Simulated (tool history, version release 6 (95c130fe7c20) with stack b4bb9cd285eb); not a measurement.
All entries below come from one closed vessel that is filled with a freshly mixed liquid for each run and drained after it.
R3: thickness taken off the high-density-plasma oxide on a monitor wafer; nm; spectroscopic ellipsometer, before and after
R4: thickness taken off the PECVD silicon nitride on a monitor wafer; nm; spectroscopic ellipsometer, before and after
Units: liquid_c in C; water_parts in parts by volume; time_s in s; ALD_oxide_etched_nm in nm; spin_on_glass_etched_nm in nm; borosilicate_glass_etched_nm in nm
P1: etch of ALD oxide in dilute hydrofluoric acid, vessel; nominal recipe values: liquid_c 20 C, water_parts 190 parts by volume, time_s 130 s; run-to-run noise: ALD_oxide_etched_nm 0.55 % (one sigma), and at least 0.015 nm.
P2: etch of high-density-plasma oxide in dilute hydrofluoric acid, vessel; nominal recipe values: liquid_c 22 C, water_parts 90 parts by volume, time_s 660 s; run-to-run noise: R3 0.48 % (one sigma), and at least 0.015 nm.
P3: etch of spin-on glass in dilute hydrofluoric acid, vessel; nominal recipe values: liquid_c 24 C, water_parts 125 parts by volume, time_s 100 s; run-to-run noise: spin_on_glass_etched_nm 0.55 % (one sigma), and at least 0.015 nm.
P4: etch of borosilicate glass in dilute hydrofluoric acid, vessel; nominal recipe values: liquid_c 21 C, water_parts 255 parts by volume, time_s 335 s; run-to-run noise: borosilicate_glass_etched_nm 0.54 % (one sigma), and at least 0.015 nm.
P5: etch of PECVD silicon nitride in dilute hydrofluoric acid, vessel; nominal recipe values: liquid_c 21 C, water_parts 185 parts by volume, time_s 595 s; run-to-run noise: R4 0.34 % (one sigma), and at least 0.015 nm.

Run 1, hour 8.6: process P1, liquid_c 20 C, water_parts 190 parts by volume, time_s 130 s. Result: ALD_oxide_etched_nm 11.714 nm.
Run 2, hour 23.2: process P3, liquid_c 17 C, water_parts 125 parts by volume, time_s 100 s. Result: spin_on_glass_etched_nm 14.3 nm.
Run 3, hour 35.2: process P2, liquid_c 22 C, water_parts 90 parts by volume, time_s 1290 s. Result: R3 70.289 nm.
Run 4, hour 44.2: process P5, liquid_c 21 C, water_parts 185 parts by volume, time_s 595 s. Result: R4 12.144 nm.
Run 5, hour 53: process P1, liquid_c 20 C, water_parts 190 parts by volume, time_s 130 s. Result: ALD_oxide_etched_nm 11.663 nm.
Run 6, hour 66.1: process P4, liquid_c 17 C, water_parts 255 parts by volume, time_s 335 s. Result: borosilicate_glass_etched_nm 21.315 nm.
Run 7, hour 74.9: process P5, liquid_c 27.5 C, water_parts 185 parts by volume, time_s 595 s. Result: R4 18.469 nm.
Run 8, hour 84: process P1, liquid_c 17 C, water_parts 190 parts by volume, time_s 130 s. Result: ALD_oxide_etched_nm 10.332 nm.
Run 9, hour 94.8: process P4, liquid_c 21 C, water_parts 255 parts by volume, time_s 335 s. Result: borosilicate_glass_etched_nm 24.885 nm.
Run 10, hour 103.2: process P1, liquid_c 20 C, water_parts 190 parts by volume, time_s 130 s. Result: ALD_oxide_etched_nm 11.717 nm.
Run 11, hour 110.8: process P2, liquid_c 17 C, water_parts 90 parts by volume, time_s 660 s. Result: R3 29.014 nm.
Run 12, hour 118.1: process P2, liquid_c 22 C, water_parts 90 parts by volume, time_s 660 s. Result: R3 35.462 nm.
Run 13, hour 126.5: process P1, liquid_c 20 C, water_parts 190 parts by volume, time_s 130 s. Result: ALD_oxide_etched_nm 11.672 nm.
Run 14, hour 136.4: process P4, liquid_c 21 C, water_parts 140 parts by volume, time_s 335 s. Result: borosilicate_glass_etched_nm 50.923 nm.
Run 15, hour 145.2: process P1, liquid_c 20 C, water_parts 190 parts by volume, time_s 130 s. Result: ALD_oxide_etched_nm 11.678 nm.
Run 16, hour 153.4: process P3, liquid_c 24 C, water_parts 125 parts by volume, time_s 100 s. Result: spin_on_glass_etched_nm 19.121 nm.
Run 17, hour 170.2: process P3, liquid_c 24 C, water_parts 125 parts by volume, time_s 30 s. Result: spin_on_glass_etched_nm 5.644 nm.
Run 18, hour 179.5: process P3, liquid_c 24 C, water_parts 185 parts by volume, time_s 100 s. Result: spin_on_glass_etched_nm 12.015 nm.
Run 19, hour 193.4: process P1, liquid_c 20 C, water_parts 190 parts by volume, time_s 195 s. Result: ALD_oxide_etched_nm 17.358 nm.
Run 20, hour 209.7: process P1, liquid_c 20 C, water_parts 270 parts by volume, time_s 130 s. Result: ALD_oxide_etched_nm 7.6126 nm.
Run 21, hour 217.9: process P5, liquid_c 21 C, water_parts 185 parts by volume, time_s 1045 s. Result: R4 21.27 nm.
Run 22, hour 233.6: process P1, liquid_c 20 C, water_parts 85 parts by volume, time_s 35 s. Result: ALD_oxide_etched_nm 7.9489 nm.
Run 23, hour 246.9: process P1, liquid_c 25 C, water_parts 190 parts by volume, time_s 130 s. Result: ALD_oxide_etched_nm 14.133 nm.
Run 24, hour 254.6: process P1, liquid_c 20 C, water_parts 190 parts by volume, time_s 130 s. Result: ALD_oxide_etched_nm 11.635 nm.

Estimate the outcome of run 25 from the log above:
Run 25, hour 266.2: process P5, liquid_c 21 C, water_parts 115 parts by volume, time_s 595 s. Result: R4 ?.

R4: 19.262 nm
